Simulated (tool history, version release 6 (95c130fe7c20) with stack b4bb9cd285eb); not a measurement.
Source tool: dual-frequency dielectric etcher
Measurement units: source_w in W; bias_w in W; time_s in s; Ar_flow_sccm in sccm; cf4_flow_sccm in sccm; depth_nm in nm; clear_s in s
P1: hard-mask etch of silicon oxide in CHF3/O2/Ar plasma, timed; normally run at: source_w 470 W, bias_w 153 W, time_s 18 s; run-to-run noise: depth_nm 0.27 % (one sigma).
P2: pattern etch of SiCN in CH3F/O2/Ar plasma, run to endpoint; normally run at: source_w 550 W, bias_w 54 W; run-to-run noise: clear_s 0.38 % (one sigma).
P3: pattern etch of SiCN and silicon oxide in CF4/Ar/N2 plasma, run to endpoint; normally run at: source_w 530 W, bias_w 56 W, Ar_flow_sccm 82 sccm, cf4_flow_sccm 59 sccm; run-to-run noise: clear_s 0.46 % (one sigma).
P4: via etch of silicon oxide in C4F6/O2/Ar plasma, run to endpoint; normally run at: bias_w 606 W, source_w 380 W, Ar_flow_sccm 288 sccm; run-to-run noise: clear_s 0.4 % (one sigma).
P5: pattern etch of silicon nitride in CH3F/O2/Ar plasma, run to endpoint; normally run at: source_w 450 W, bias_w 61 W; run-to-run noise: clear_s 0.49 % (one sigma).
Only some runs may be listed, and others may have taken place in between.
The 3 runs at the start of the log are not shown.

run	hour	process	source_w	bias_w	time_s	Ar_flow_sccm	cf4_flow_sccm	depth_nm	clear_s
4	37.5	P3	530	56		114	59		11.2370
5	49.6	P4	380	606		197			21.1070
6	57.7	P1	300	153	18			25.544	
7	65.2	P3	720	56		82	59		8.0681
8	78.9	P1	470	153	18			30.499	
# hour 87.7: wet clean of the chamber
9	91.8	P2	550	66					17.0640
10	99.6	P4	380	489		288			23.9960
11	112.8	P1	470	153	18			30.413	
12	121.9	P5	450	81					77.0060
13	135.3	P4	250	606		288			25.3890
14	141.9	P5	450	61					83.9250
15	150.2	P3	530	75		82	59		9.6353
16	160.5	P4	380	606		288			22.0830
17	172.2	P3	530	56		82	41		11.2830
18	180.7	P1	470	153	26			43.686	
19	189.5	P1	470	153	12			20.268	
20	195.6	P2	550	54					18.2290
21	206.4	P2	690	54					16.7330
22	215.2	P1	470	125	18			28.361	

For run 23, what comes out?
23	221.9	P3	530	56		82	59		?

clear_s: 10.6480 s

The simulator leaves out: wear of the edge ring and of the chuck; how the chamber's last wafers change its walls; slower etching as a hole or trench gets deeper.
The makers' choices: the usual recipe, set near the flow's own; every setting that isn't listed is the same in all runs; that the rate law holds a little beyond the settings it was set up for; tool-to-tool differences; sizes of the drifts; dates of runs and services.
